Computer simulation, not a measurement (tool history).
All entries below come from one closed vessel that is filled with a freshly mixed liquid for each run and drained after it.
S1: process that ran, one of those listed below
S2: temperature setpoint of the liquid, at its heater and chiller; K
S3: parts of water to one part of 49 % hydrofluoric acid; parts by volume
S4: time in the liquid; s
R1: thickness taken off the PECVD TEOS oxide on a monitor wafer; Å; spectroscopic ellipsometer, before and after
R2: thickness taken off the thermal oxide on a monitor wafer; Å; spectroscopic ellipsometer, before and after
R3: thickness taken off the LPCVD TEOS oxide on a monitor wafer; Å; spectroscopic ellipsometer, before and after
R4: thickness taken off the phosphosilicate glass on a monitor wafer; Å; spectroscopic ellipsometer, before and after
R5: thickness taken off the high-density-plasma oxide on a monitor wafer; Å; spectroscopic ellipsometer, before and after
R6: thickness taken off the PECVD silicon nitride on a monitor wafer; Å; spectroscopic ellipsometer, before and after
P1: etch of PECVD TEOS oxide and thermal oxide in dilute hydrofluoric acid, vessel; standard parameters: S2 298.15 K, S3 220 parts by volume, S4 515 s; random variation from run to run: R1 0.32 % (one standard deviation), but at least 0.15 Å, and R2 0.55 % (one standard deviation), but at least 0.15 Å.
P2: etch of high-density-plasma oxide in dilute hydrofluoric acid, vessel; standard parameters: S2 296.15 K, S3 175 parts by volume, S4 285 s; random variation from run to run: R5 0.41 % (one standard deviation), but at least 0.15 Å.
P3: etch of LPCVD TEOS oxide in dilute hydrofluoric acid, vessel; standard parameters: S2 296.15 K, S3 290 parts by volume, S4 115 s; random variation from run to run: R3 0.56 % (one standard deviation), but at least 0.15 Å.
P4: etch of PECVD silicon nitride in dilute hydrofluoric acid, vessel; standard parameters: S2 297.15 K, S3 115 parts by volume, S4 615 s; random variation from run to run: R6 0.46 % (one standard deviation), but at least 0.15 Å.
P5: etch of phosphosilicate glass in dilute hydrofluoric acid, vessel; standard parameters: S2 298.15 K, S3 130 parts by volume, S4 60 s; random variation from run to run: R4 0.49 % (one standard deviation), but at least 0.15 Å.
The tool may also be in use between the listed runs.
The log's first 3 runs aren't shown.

Run 4, hour 52: S1 P2, S2 296.15 K, S3 65 parts by volume, S4 285 s. Result: R5 275.83 Å.
Run 5, hour 64.9: S1 P4, S2 297.15 K, S3 115 parts by volume, S4 60 s. Result: R6 24.239 Å.
Run 6, hour 75.9: S1 P5, S2 298.15 K, S3 130 parts by volume, S4 60 s. Result: R4 282.15 Å.
Run 7, hour 89: S1 P1, S2 303.65 K, S3 220 parts by volume, S4 515 s. Result: R1 404.26 Å, R2 127.76 Å.
Run 8, hour 103.1: S1 P2, S2 290.15 K, S3 175 parts by volume, S4 285 s. Result: R5 70.724 Å.
Run 9, hour 111.2: S1 P4, S2 297.15 K, S3 115 parts by volume, S4 615 s. Result: R6 246.43 Å.
Run 10, hour 120.5: S1 P1, S2 298.15 K, S3 220 parts by volume, S4 30 s. Result: R1 19.394 Å, R2 6.0456 Å.
Run 11, hour 134.9: S1 P2, S2 296.15 K, S3 175 parts by volume, S4 285 s. Result: R5 89.771 Å.
Run 12, hour 149.5: S1 P1, S2 298.15 K, S3 220 parts by volume, S4 875 s. Result: R1 567.13 Å, R2 178.98 Å.
Run 13, hour 162.9: S1 P3, S2 296.15 K, S3 110 parts by volume, S4 115 s. Result: R3 550.28 Å.
Run 14, hour 171.3: S1 P1, S2 298.15 K, S3 220 parts by volume, S4 515 s. Result: R1 333.72 Å, R2 104.95 Å.
Run 15, hour 180.9: S1 P3, S2 296.15 K, S3 290 parts by volume, S4 115 s. Result: R3 171.24 Å.
Run 16, hour 190.5: S1 P1, S2 298.15 K, S3 220 parts by volume, S4 515 s. Result: R1 333.18 Å, R2 105.65 Å.
Run 17, hour 206.5: S1 P4, S2 297.15 K, S3 115 parts by volume, S4 615 s. Result: R6 247.27 Å.
Run 18, hour 220.8: S1 P1, S2 298.15 K, S3 220 parts by volume, S4 515 s. Result: R1 332.59 Å, R2 104.85 Å.
Run 19, hour 235.9: S1 P4, S2 297.15 K, S3 35 parts by volume, S4 615 s. Result: R6 792.54 Å.
Run 20, hour 248.9: S1 P5, S2 298.15 K, S3 215 parts by volume, S4 60 s. Result: R4 153.39 Å.
At hour 251.1: thermometer replaced.
Run 21, hour 261.2: S1 P1, S2 298.15 K, S3 105 parts by volume, S4 515 s. Result: R1 792.44 Å, R2 251.29 Å.
Run 22, hour 273.2: S1 P5, S2 305.65 K, S3 130 parts by volume, S4 60 s. Result: R4 373.85 Å.
Run 23, hour 290.1: S1 P3, S2 296.15 K, S3 290 parts by volume, S4 195 s. Result: R3 293.61 Å.
Run 24, hour 299.3: S1 P1, S2 298.15 K, S3 220 parts by volume, S4 515 s. Result: R1 334.29 Å, R2 104.3 Å.
Run 25, hour 313.2: S1 P2, S2 296.15 K, S3 175 parts by volume, S4 535 s. Result: R5 169.25 Å.
Run 26, hour 323: S1 P1, S2 298.15 K, S3 360 parts by volume, S4 515 s. Result: R1 175.79 Å, R2 55.715 Å.
Run 27, hour 332.2: S1 P3, S2 296.15 K, S3 290 parts by volume, S4 115 s. Result: R3 171.25 Å.
Run 28, hour 340.5: S1 P5, S2 298.15 K, S3 130 parts by volume, S4 60 s. Result: R4 281.22 Å.

The next listed run, before its measurement:
Run 29, hour 354.6: S1 P1, S2 293.15 K, S3 220 parts by volume, S4 515 s. Result: R1 ?, R2 ?.

R1: 277.41 Å
R2: 87.895 Å
